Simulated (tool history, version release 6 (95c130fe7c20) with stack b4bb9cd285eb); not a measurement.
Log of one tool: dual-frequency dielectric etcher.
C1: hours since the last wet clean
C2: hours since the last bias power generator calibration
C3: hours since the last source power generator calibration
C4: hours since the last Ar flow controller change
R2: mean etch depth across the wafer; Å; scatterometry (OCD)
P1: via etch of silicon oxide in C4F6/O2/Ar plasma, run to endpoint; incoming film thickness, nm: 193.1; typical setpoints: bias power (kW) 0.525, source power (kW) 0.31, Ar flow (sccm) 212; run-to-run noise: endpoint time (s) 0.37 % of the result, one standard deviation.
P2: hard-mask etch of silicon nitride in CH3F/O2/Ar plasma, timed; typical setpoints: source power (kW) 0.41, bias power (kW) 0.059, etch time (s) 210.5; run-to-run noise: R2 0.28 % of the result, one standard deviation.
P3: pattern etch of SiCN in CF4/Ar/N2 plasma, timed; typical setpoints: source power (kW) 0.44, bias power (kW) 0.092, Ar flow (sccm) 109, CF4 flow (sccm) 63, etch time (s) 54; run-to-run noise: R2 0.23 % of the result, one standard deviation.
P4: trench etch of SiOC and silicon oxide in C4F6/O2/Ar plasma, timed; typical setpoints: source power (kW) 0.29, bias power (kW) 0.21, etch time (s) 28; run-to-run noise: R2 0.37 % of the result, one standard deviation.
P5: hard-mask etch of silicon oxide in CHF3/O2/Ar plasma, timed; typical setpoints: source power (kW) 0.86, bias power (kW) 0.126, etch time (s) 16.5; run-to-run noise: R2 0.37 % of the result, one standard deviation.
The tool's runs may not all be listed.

{"run": 1, "day": 0.562, "process that ran": "P1", "bias power (kW)": 0.525, "source power (kW)": 0.31, "Ar flow (sccm)": 212, "C1": 359.3, "C2": 1677.8, "C3": 1879.4, "C4": 2290.6, "endpoint time (s)": 44.153}
{"run": 2, "day": 0.983, "process that ran": "P1", "bias power (kW)": 0.525, "source power (kW)": 0.31, "Ar flow (sccm)": 212, "C1": 369.4, "C2": 1687.9, "C3": 1889.5, "C4": 2300.7, "endpoint time (s)": 44.052}
{"run": 3, "day": 1.633, "process that ran": "P3", "bias power (kW)": 0.092, "source power (kW)": 0.44, "Ar flow (sccm)": 109, "CF4 flow (sccm)": 63, "etch time (s)": 54, "C1": 385, "C2": 1703.5, "C3": 1905.1, "C4": 2316.3, "R2": 485.38}
{"run": 4, "day": 2.062, "process that ran": "P2", "bias power (kW)": 0.059, "source power (kW)": 0.41, "etch time (s)": 304, "C1": 395.3, "C2": 1713.8, "C3": 1915.4, "C4": 2326.6, "R2": 2005.2}
{"run": 5, "day": 2.425, "process that ran": "P3", "bias power (kW)": 0.092, "source power (kW)": 0.44, "Ar flow (sccm)": 109, "CF4 flow (sccm)": 63, "etch time (s)": 77, "C1": 404, "C2": 1722.5, "C3": 1924.1, "C4": 2335.3, "R2": 695.54}
{"run": 6, "day": 2.767, "process that ran": "P5", "bias power (kW)": 0.126, "source power (kW)": 1.21, "etch time (s)": 16.5, "C1": 412.2, "C2": 1730.7, "C3": 1932.3, "C4": 2343.5, "R2": 381.49}
{"run": 7, "day": 3.229, "process that ran": "P1", "bias power (kW)": 0.377, "source power (kW)": 0.31, "Ar flow (sccm)": 212, "C1": 423.3, "C2": 1741.8, "C3": 1943.4, "C4": 2354.6, "endpoint time (s)": 49.661}
{"run": 8, "day": 3.579, "process that ran": "P1", "bias power (kW)": 0.525, "source power (kW)": 0.23, "Ar flow (sccm)": 154, "C1": 431.7, "C2": 1750.2, "C3": 1951.8, "C4": 2363, "endpoint time (s)": 47.613}
{"run": 9, "day": 3.933, "process that ran": "P4", "bias power (kW)": 0.21, "source power (kW)": 0.29, "etch time (s)": 28, "C1": 440.2, "C2": 1758.7, "C3": 1960.3, "C4": 2371.5, "R2": 515.61}
{"run": 10, "day": 4.317, "process that ran": "P3", "bias power (kW)": 0.121, "source power (kW)": 0.44, "Ar flow (sccm)": 109, "CF4 flow (sccm)": 63, "etch time (s)": 54, "C1": 449.4, "C2": 1767.9, "C3": 1969.5, "C4": 2380.7, "R2": 540.53}
{"run": 11, "day": 4.988, "process that ran": "P1", "bias power (kW)": 0.525, "source power (kW)": 0.24, "Ar flow (sccm)": 293, "C1": 465.5, "C2": 1784, "C3": 1985.6, "C4": 2396.8, "endpoint time (s)": 50.269}
{"run": 12, "day": 5.7, "process that ran": "P3", "bias power (kW)": 0.092, "source power (kW)": 0.44, "Ar flow (sccm)": 109, "CF4 flow (sccm)": 82, "etch time (s)": 54, "C1": 482.6, "C2": 1801.1, "C3": 2002.7, "C4": 2413.9, "R2": 503.85}
{"run": 13, "day": 6.333, "process that ran": "P1", "bias power (kW)": 0.525, "source power (kW)": 0.31, "Ar flow (sccm)": 255, "C1": 497.8, "C2": 1816.3, "C3": 2017.9, "C4": 2429.1, "endpoint time (s)": 44.886}
{"run": 14, "day": 6.879, "process that ran": "P5", "bias power (kW)": 0.126, "source power (kW)": 0.86, "etch time (s)": 16.5, "C1": 510.9, "C2": 1829.4, "C3": 2031, "C4": 2442.2, "R2": 332.75}
{"run": 15, "day": 7.638, "process that ran": "P1", "bias power (kW)": 0.525, "source power (kW)": 0.31, "Ar flow (sccm)": 212, "C1": 529.1, "C2": 1847.6, "C3": 2049.2, "C4": 2460.4, "endpoint time (s)": 44.243}
{"run": 16, "day": 8.054, "process that ran": "P3", "bias power (kW)": 0.092, "source power (kW)": 0.44, "Ar flow (sccm)": 88, "CF4 flow (sccm)": 63, "etch time (s)": 54, "C1": 539.1, "C2": 1857.6, "C3": 2059.2, "C4": 2470.4, "R2": 501.41}
{"run": 17, "day": 8.538, "process that ran": "P1", "bias power (kW)": 0.525, "source power (kW)": 0.18, "Ar flow (sccm)": 212, "C1": 550.7, "C2": 1869.2, "C3": 2070.8, "C4": 2482, "endpoint time (s)": 53.673}
{"run": 18, "day": 8.996, "process that ran": "P4", "bias power (kW)": 0.21, "source power (kW)": 0.29, "etch time (s)": 28, "C1": 561.7, "C2": 1880.2, "C3": 2081.8, "C4": 2493, "R2": 515.25}
{"run": 19, "day": 9.721, "process that ran": "P4", "bias power (kW)": 0.161, "source power (kW)": 0.29, "etch time (s)": 28, "C1": 579.1, "C2": 1897.6, "C3": 2099.2, "C4": 2510.4, "R2": 468.66}
{"run": 20, "day": 10.254, "process that ran": "P5", "bias power (kW)": 0.126, "source power (kW)": 0.86, "etch time (s)": 22, "C1": 591.9, "C2": 1910.4, "C3": 2112, "C4": 2523.2, "R2": 442.55}
{"run": 21, "day": 10.612, "process that ran": "P3", "bias power (kW)": 0.092, "source power (kW)": 0.35, "Ar flow (sccm)": 109, "CF4 flow (sccm)": 63, "etch time (s)": 54, "C1": 600.5, "C2": 1919, "C3": 2120.6, "C4": 2531.8, "R2": 397.76}
{"day": 10.721, "done": "Ar flow controller replaced"}
{"run": 22, "day": 11.008, "process that ran": "P4", "bias power (kW)": 0.21, "source power (kW)": 0.29, "etch time (s)": 18.5, "C1": 610, "C2": 1928.5, "C3": 2130.1, "C4": 7, "R2": 341.39}
{"run": 23, "day": 11.621, "process that ran": "P1", "bias power (kW)": 0.525, "source power (kW)": 0.31, "Ar flow (sccm)": 161, "C1": 624.7, "C2": 1943.2, "C3": 2144.8, "C4": 21.7, "endpoint time (s)": 43.071}
{"run": 24, "day": 12.171, "process that ran": "P3", "bias power (kW)": 0.092, "source power (kW)": 0.44, "Ar flow (sccm)": 109, "CF4 flow (sccm)": 63, "etch time (s)": 54, "C1": 637.9, "C2": 1956.4, "C3": 2158, "C4": 34.9, "R2": 486.02}
{"run": 25, "day": 12.708, "process that ran": "P1", "bias power (kW)": 0.632, "source power (kW)": 0.31, "Ar flow (sccm)": 212, "C1": 650.8, "C2": 1969.3, "C3": 2170.9, "C4": 47.8, "endpoint time (s)": 41.141}
{"run": 26, "day": 13.104, "process that ran": "P1", "bias power (kW)": 0.525, "source power (kW)": 0.42, "Ar flow (sccm)": 263, "C1": 660.3, "C2": 1978.8, "C3": 2180.4, "C4": 57.3, "endpoint time (s)": 40.576}
{"run": 27, "day": 13.617, "process that ran": "P4", "bias power (kW)": 0.21, "source power (kW)": 0.38, "etch time (s)": 28, "C1": 672.6, "C2": 1991.1, "C3": 2192.7, "C4": 69.6, "R2": 571.98}
{"run": 28, "day": 14.017, "process that ran": "P2", "bias power (kW)": 0.059, "source power (kW)": 0.41, "etch time (s)": 210.5, "C1": 682.2, "C2": 2000.7, "C3": 2202.3, "C4": 79.2, "R2": 1389.5}
{"run": 29, "day": 14.483, "process that ran": "P2", "bias power (kW)": 0.059, "source power (kW)": 0.27, "etch time (s)": 210.5, "C1": 693.4, "C2": 2011.9, "C3": 2213.5, "C4": 90.4, "R2": 1178.2}
{"run": 30, "day": 15.204, "process that ran": "P2", "bias power (kW)": 0.036, "source power (kW)": 0.41, "etch time (s)": 210.5, "C1": 710.7, "C2": 2029.2, "C3": 2230.8, "C4": 107.7, "R2": 1197.4}
{"run": 31, "day": 15.688, "process that ran": "P1", "bias power (kW)": 0.525, "source power (kW)": 0.43, "Ar flow (sccm)": 212, "C1": 722.3, "C2": 2040.8, "C3": 2242.4, "C4": 119.3, "endpoint time (s)": 39.29}
{"run": 32, "day": 16.033, "process that ran": "P1", "bias power (kW)": 0.525, "source power (kW)": 0.31, "Ar flow (sccm)": 212, "C1": 730.6, "C2": 2049.1, "C3": 2250.7, "C4": 127.6, "endpoint time (s)": 43.84}
{"run": 33, "day": 16.383, "process that ran": "P5", "bias power (kW)": 0.084, "source power (kW)": 0.86, "etch time (s)": 16.5, "C1": 739, "C2": 2057.5, "C3": 2259.1, "C4": 136, "R2": 295.71}
{"run": 34, "day": 16.917, "process that ran": "P1", "bias power (kW)": 0.525, "source power (kW)": 0.31, "Ar flow (sccm)": 212, "C1": 751.8, "C2": 2070.3, "C3": 2271.9, "C4": 148.8, "endpoint time (s)": 44.225}
{"run": 35, "day": 17.525, "process that ran": "P1", "bias power (kW)": 0.525, "source power (kW)": 0.31, "Ar flow (sccm)": 212, "C1": 766.4, "C2": 2084.9, "C3": 2286.5, "C4": 163.4, "endpoint time (s)": 44.455}
{"run": 36, "day": 18.171, "process that ran": "P1", "bias power (kW)": 0.525, "source power (kW)": 0.31, "Ar flow (sccm)": 212, "C1": 781.9, "C2": 2100.4, "C3": 2302, "C4": 178.9, "endpoint time (s)": 44.745}
{"run": 37, "day": 18.754, "process that ran": "P1", "bias power (kW)": 0.525, "source power (kW)": 0.31, "Ar flow (sccm)": 212, "C1": 795.9, "C2": 2114.4, "C3": 2316, "C4": 192.9, "endpoint time (s)": 44.866}
{"day": 19.304, "done": "wet clean of the chamber"}
{"run": 38, "day": 19.412, "process that ran": "P1", "bias power (kW)": 0.525, "source power (kW)": 0.31, "Ar flow (sccm)": 212, "C1": 2.7, "C2": 2130.2, "C3": 2331.8, "C4": 208.7, "endpoint time (s)": 44.525}
{"run": 39, "day": 19.908, "process that ran": "P1", "bias power (kW)": 0.525, "source power (kW)": 0.31, "Ar flow (sccm)": 212, "C1": 14.6, "C2": 2142.1, "C3": 2343.7, "C4": 220.6, "endpoint time (s)": 44.743}
{"run": 40, "day": 20.612, "process that ran": "P1", "bias power (kW)": 0.525, "source power (kW)": 0.31, "Ar flow (sccm)": 212, "C1": 31.5, "C2": 2159, "C3": 2360.6, "C4": 237.5, "endpoint time (s)": 44.737}
{"run": 41, "day": 21.092, "process that ran": "P1", "bias power (kW)": 0.525, "source power (kW)": 0.31, "Ar flow (sccm)": 212, "C1": 43, "C2": 2170.5, "C3": 2372.1, "C4": 249, "endpoint time (s)": 44.81}
{"run": 42, "day": 21.538, "process that ran": "P1", "bias power (kW)": 0.525, "source power (kW)": 0.31, "Ar flow (sccm)": 212, "C1": 53.7, "C2": 2181.2, "C3": 2382.8, "C4": 259.7, "endpoint time (s)": 45.019}

P1 no longer gives what it gave before; its output has crept away from where it was. The following 2 causes, each at its listed size, fit the log equally well:
A: bias power that arrives under what is set, % = 4.73
B: source power that arrives under what is set, % = 4.9
The drift started at roughly day 16.917.
Each remaining cause and why it is not a fit:
chamber walls in a state that lowers the etch rate, %: serviced at day 19.304, which brought nothing back
Ar flow that arrives over what is set, %: at most 8, which would move endpoint time (s) by +0.9 %: too little, or the wrong way

Which of the 4 check runs listed below separates the causes, so that each cause would produce a clearly different result? Each run uses one wafer, and its results are marked with question marks.
{"run": "check 1", "day": 21.983, "process that ran": "P2", "bias power (kW)": 0.049, "source power (kW)": 0.41, "etch time (s)": 210.5, "R2": "?"}
{"run": "check 2", "day": 21.983, "process that ran": "P5", "bias power (kW)": 0.126, "source power (kW)": 1.2, "etch time (s)": 16.5, "R2": "?"}
{"run": "check 3", "day": 21.983, "process that ran": "P4", "bias power (kW)": 0.169, "source power (kW)": 0.29, "etch time (s)": 28, "R2": "?"}
{"run": "check 4", "day": 21.983, "process that ran": "P3", "bias power (kW)": 0.108, "source power (kW)": 0.44, "Ar flow (sccm)": 109, "CF4 flow (sccm)": 80, "etch time (s)": 54, "R2": "?"}

Check results expected under each cause:
check=check_1 result=R2 if_A=1288.9 if_B=1283
check=check_2 result=R2 if_A=374.42 if_B=372.23
check=check_3 result=R2 if_A=471.64 if_B=469.72
check=check_4 result=R2 if_A=524.21 if_B=510.88
Per-check spread between the two closest causes, in the result where they differ most: check 1 0.46 %; check 2 0.59 %; check 3 0.41 %; check 4 2.58 %
Only in check 4 would the causes give clearly different results; in the remaining checks their results would be nearly the same.

Check 4 has now been run. It gave: R2 509.81 Å. Which of the candidate causes is it?

It is B: source power that arrives under what is set, %.

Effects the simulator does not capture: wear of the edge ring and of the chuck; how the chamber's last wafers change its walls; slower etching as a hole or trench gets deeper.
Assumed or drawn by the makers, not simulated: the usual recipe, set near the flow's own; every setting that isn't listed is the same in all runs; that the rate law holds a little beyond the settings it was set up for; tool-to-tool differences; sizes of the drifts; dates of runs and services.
